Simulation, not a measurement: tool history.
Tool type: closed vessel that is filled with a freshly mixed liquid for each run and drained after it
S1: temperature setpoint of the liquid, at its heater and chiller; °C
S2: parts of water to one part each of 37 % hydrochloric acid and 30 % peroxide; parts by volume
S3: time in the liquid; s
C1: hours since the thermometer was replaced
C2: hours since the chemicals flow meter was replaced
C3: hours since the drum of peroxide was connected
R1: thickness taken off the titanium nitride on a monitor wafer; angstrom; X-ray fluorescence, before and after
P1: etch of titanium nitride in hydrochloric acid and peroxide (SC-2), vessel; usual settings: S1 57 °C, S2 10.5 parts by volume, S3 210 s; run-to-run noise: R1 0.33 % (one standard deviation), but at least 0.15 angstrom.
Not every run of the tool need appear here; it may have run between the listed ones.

Run 1, hour 6: S1 57 °C, S2 10.5 parts by volume, S3 210 s; C1 552; C2 674.5; C3 358.8. Result: R1 68.318 angstrom.
Run 2, hour 15.6: S1 57 °C, S2 10.5 parts by volume, S3 210 s; C1 561.6; C2 684.1; C3 368.4. Result: R1 68.389 angstrom.
Run 3, hour 22.2: S1 65 °C, S2 10.5 parts by volume, S3 390 s; C1 568.2; C2 690.7; C3 375. Result: R1 207.76 angstrom.
Run 4, hour 29.5: S1 57 °C, S2 10.5 parts by volume, S3 30 s; C1 575.5; C2 698; C3 382.3. Result: R1 9.6429 angstrom.
Run 5, hour 38.5: S1 57 °C, S2 10.5 parts by volume, S3 210 s; C1 584.5; C2 707; C3 391.3. Result: R1 67.877 angstrom.
Run 6, hour 48.2: S1 57 °C, S2 16 parts by volume, S3 210 s; C1 594.2; C2 716.7; C3 401. Result: R1 47.298 angstrom.
Run 7, hour 58.2: S1 57 °C, S2 10.5 parts by volume, S3 210 s; C1 604.2; C2 726.7; C3 411. Result: R1 67.43 angstrom.
Run 8, hour 67: S1 57 °C, S2 10.5 parts by volume, S3 420 s; C1 613; C2 735.5; C3 419.8. Result: R1 135.16 angstrom.
Run 9, hour 74.9: S1 57 °C, S2 10.5 parts by volume, S3 210 s; C1 620.9; C2 743.4; C3 427.7. Result: R1 68.13 angstrom.
Run 10, hour 85.1: S1 57 °C, S2 10.5 parts by volume, S3 210 s; C1 631.1; C2 753.6; C3 437.9. Result: R1 67.654 angstrom.
Run 11, hour 90.6: S1 45.5 °C, S2 10.5 parts by volume, S3 85 s; C1 636.6; C2 759.1; C3 443.4. Result: R1 12.712 angstrom.
Run 12, hour 98.7: S1 57 °C, S2 14 parts by volume, S3 75 s; C1 644.7; C2 767.2; C3 451.5. Result: R1 19.045 angstrom.
Run 13, hour 107.2: S1 72 °C, S2 10.5 parts by volume, S3 210 s; C1 653.2; C2 775.7; C3 460. Result: R1 170.37 angstrom.
Run 14, hour 116.6: S1 47 °C, S2 10.5 parts by volume, S3 210 s; C1 662.6; C2 785.1; C3 469.4. Result: R1 35.305 angstrom.
Run 15, hour 123.5: S1 57 °C, S2 4 parts by volume, S3 210 s; C1 669.5; C2 792; C3 476.3. Result: R1 140.99 angstrom.
Run 16, hour 128.1: S1 57 °C, S2 10.5 parts by volume, S3 210 s; C1 674.1; C2 796.6; C3 480.9. Result: R1 67.708 angstrom.
Run 17, hour 134.7: S1 57 °C, S2 10.5 parts by volume, S3 210 s; C1 680.7; C2 803.2; C3 487.5. Result: R1 69.697 angstrom.
Run 18, hour 142: S1 57 °C, S2 10.5 parts by volume, S3 210 s; C1 688; C2 810.5; C3 494.8. Result: R1 70.775 angstrom.
Run 19, hour 150.9: S1 57 °C, S2 10.5 parts by volume, S3 210 s; C1 696.9; C2 819.4; C3 503.7. Result: R1 71.499 angstrom.
Run 20, hour 161.4: S1 57 °C, S2 10.5 parts by volume, S3 210 s; C1 707.4; C2 829.9; C3 514.2. Result: R1 71.73 angstrom.
Run 21, hour 168: S1 57 °C, S2 10.5 parts by volume, S3 210 s; C1 714; C2 836.5; C3 520.8. Result: R1 72.08 angstrom.
Run 22, hour 174.9: S1 57 °C, S2 10.5 parts by volume, S3 210 s; C1 720.9; C2 843.4; C3 527.7. Result: R1 72.536 angstrom.
Run 23, hour 183.5: S1 57 °C, S2 10.5 parts by volume, S3 210 s; C1 729.5; C2 852; C3 536.3. Result: R1 72.597 angstrom.
Run 24, hour 190.9: S1 57 °C, S2 10.5 parts by volume, S3 210 s; C1 736.9; C2 859.4; C3 543.7. Result: R1 72.943 angstrom.
Run 25, hour 197: S1 57 °C, S2 10.5 parts by volume, S3 210 s; C1 743; C2 865.5; C3 549.8. Result: R1 73.296 angstrom.

The log shows P1 creeping away from where it was. Any of the 2 causes listed here, at the size stated for it, fits the log just as well as the others:
A: chemicals flow above the setpoint (%) = 8.95
B: liquid hotter than its thermometer reads (K) = 1.13
The creep began at about hour 128.1.
The rest of the possible causes, and what rules out each one:
peroxide weaker than its label (%): limited to 8, which would change R1 by -7.4 %, either short of the creep or opposite in sign

Which of the 4 check runs listed below, each an average over 2 wafers with its results shown as question marks, gives clearly different results under the different listed causes?
Run check 1, hour 203.1: S1 69 °C, S2 10.5 parts by volume, S3 210 s. Result: R1 ?.
Run check 2, hour 203.1: S1 57 °C, S2 16 parts by volume, S3 405 s. Result: R1 ?.
Run check 3, hour 203.1: S1 48 °C, S2 10.5 parts by volume, S3 395 s. Result: R1 ?.
Run check 4, hour 203.1: S1 47 °C, S2 4 parts by volume, S3 210 s. Result: R1 ?.

Check results expected under each cause:
  check  result    if A    if B
check 1      R1     153   152.3
check 2      R1  98.215  97.836
check 3      R1   76.06  76.401
check 4      R1  77.544  79.118
Per-check spread between the two closest causes, in the result where they differ most: check 1 0.46 %; check 2 0.39 %; check 3 0.45 %; check 4 2.01 %
Only check 4 tells the causes apart: in the others they would give nearly the same result.

Check 4 has now been run. It gave: R1 77.102 angstrom. Which of the candidate causes is it?

Of the candidate causes, it is A: chemicals flow above the setpoint (%).

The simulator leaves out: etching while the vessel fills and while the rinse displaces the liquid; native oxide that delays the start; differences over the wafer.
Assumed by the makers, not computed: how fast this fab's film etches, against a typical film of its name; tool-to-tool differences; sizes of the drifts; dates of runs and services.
